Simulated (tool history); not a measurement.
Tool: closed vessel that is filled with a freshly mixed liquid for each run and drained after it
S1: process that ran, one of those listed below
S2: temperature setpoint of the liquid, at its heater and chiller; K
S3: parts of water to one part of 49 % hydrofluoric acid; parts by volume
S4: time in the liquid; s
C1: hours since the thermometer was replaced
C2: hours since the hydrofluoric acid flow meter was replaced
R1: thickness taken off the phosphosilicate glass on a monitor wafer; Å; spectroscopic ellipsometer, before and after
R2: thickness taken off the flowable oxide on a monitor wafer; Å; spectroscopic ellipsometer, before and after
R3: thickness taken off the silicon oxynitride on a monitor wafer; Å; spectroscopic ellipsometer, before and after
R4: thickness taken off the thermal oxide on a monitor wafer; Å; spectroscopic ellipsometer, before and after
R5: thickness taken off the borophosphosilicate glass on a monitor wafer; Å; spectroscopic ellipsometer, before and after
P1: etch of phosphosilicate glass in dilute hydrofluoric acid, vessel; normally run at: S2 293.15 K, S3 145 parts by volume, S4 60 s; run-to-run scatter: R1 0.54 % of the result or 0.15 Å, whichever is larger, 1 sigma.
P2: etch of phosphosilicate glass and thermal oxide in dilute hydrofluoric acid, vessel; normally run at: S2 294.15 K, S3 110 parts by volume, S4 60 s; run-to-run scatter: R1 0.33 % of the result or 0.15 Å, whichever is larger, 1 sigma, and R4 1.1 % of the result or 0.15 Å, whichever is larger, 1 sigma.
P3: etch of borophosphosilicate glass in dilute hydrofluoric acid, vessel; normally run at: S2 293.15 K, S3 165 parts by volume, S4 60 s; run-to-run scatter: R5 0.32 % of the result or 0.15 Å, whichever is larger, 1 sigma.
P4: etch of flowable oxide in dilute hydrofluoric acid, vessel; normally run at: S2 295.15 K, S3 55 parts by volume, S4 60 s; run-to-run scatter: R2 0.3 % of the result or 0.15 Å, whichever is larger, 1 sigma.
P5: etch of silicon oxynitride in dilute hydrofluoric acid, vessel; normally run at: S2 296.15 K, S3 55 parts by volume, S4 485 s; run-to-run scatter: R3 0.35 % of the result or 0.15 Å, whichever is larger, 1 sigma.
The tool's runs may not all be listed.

run 1 day=0.317 | S1=P1 S2=293.15 S3=145 S4=60 | C1=269.5 C2=900.2 | R1=474.83
run 2 day=0.483 | S1=P1 S2=293.15 S3=50 S4=60 | C1=273.5 C2=904.2 | R1=1542.90
run 3 day=0.646 | S1=P1 S2=293.15 S3=145 S4=60 | C1=277.4 C2=908.1 | R1=476.14
run 4 day=0.871 | S1=P4 S2=295.15 S3=55 S4=30 | C1=282.8 C2=913.5 | R2=110.10
run 5 day=1.238 | S1=P1 S2=290.15 S3=145 S4=60 | C1=291.6 C2=922.3 | R1=416.82
run 6 day=1.492 | S1=P1 S2=293.15 S3=145 S4=60 | C1=297.7 C2=928.4 | R1=470.72
run 7 day=1.742 | S1=P1 S2=293.15 S3=145 S4=115 | C1=303.7 C2=934.4 | R1=917.66
run 8 day=1.904 | S1=P5 S2=296.15 S3=90 S4=485 | C1=307.6 C2=938.3 | R3=88.511
-- day=2.133 hydrofluoric acid flow meter replaced
run 9 day=2.212 | S1=P1 S2=293.15 S3=250 S4=60 | C1=315.0 C2=2.0 | R1=250.92
run 10 day=2.462 | S1=P2 S2=302.15 S3=110 S4=60 | C1=321.0 C2=8.0 | R1=1161.40 R4=30.875
run 11 day=2.650 | S1=P3 S2=290.15 S3=165 S4=60 | C1=325.5 C2=12.5 | R5=101.50
run 12 day=3.012 | S1=P4 S2=295.15 S3=105 S4=60 | C1=334.2 C2=21.2 | R2=108.15
run 13 day=3.271 | S1=P3 S2=293.15 S3=165 S4=60 | C1=340.4 C2=27.4 | R5=113.84
run 14 day=3.529 | S1=P1 S2=299.65 S3=145 S4=60 | C1=346.6 C2=33.6 | R1=613.86
run 15 day=3.892 | S1=P1 S2=293.15 S3=145 S4=60 | C1=355.3 C2=42.3 | R1=478.19
run 16 day=4.129 | S1=P5 S2=290.15 S3=55 S4=485 | C1=361.0 C2=48.0 | R3=110.430
run 17 day=4.488 | S1=P1 S2=293.15 S3=250 S4=30 | C1=369.6 C2=56.6 | R1=124.54
-- day=4.654 thermometer replaced
run 18 day=4.679 | S1=P3 S2=293.15 S3=80 S4=60 | C1=0.7 C2=61.2 | R5=259.16
run 19 day=4.992 | S1=P2 S2=294.15 S3=110 S4=60 | C1=8.2 C2=68.7 | R1=853.45 R4=23.063
run 20 day=5.183 | S1=P1 S2=293.15 S3=145 S4=60 | C1=12.8 C2=73.3 | R1=475.61
run 21 day=5.421 | S1=P3 S2=293.15 S3=165 S4=95 | C1=18.5 C2=79.0 | R5=182.03
run 22 day=5.679 | S1=P1 S2=290.15 S3=220 S4=60 | C1=24.7 C2=85.2 | R1=259.52
run 23 day=5.892 | S1=P1 S2=300.65 S3=145 S4=30 | C1=29.8 C2=90.3 | R1=314.99
run 24 day=6.058 | S1=P5 S2=296.15 S3=55 S4=225 | C1=33.8 C2=94.3 | R3=69.648
run 25 day=6.254 | S1=P1 S2=293.15 S3=145 S4=60 | C1=38.5 C2=99.0 | R1=480.56

Run 26 comes next. What will it give?
run 26 day=6.479 | S1=P2 S2=294.15 S3=110 S4=30 | C1=43.9 C2=104.4 | R1=? R4=?

Run 26 gave R1 427.42 Å, R4 11.811 Å.
